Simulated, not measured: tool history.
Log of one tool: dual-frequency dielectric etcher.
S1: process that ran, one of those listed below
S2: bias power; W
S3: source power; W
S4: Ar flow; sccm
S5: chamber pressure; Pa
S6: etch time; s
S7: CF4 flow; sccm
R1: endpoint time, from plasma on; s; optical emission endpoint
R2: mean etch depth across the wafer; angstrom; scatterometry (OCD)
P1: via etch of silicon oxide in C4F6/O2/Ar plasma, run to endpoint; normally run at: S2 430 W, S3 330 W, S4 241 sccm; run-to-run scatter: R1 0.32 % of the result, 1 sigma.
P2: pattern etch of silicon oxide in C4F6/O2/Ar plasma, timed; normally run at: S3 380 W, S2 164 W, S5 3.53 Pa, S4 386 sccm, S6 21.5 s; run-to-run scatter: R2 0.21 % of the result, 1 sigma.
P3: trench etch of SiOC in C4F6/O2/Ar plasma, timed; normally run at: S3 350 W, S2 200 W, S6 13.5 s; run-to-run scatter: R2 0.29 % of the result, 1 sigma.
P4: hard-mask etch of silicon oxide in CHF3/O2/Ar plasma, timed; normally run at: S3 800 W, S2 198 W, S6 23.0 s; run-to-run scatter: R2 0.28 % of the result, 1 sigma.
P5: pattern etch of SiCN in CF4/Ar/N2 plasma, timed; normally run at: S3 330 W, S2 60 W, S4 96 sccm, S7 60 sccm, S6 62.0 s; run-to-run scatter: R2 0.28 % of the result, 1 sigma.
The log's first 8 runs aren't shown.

run	hour	S1	S2	S3	S4	S5	S6	S7	R1	R2
9	53.4	P1	430	230	241				48.614	
10	59.2	P5	60	330	134		62.0	60		359.13
11	64.7	P3	200	350			19.0			377.02
12	71.1	P1	282	330	241				49.454	
13	76.3	P1	430	330	182				41.424	
14	82.4	P1	430	330	241				42.680	
15	88.1	P1	583	440	241				34.398	
16	92.1	P4	198	800			23.0			508.05
17	95.9	P5	44	330	96		62.0	60		339.10
18	102.1	P5	60	330	96		62.0	60		378.56
19	107.1	P1	430	330	315				44.033	
20	110.8	P1	605	330	241				37.578	
21	118.2	P1	430	400	241				39.616	
22	123.0	P5	60	330	96		62.0	77		394.08
23	128.4	P2	164	380	386	4.60	21.5			601.01
# hour 134.0: wet clean of the chamber
24	136.3	P4	247	800			23.0			550.30
25	141.4	P2	164	280	386	3.53	21.5			549.22
26	146.6	P4	198	800			31.5			696.90
27	151.4	P5	60	330	96		79.0	60		482.91
28	156.9	P5	60	330	96		62.0	60		378.73

The next listed run, before its measurement:
29	164.7	P2	164	380	275	3.53	21.5			?

R2: 644.86 angstrom
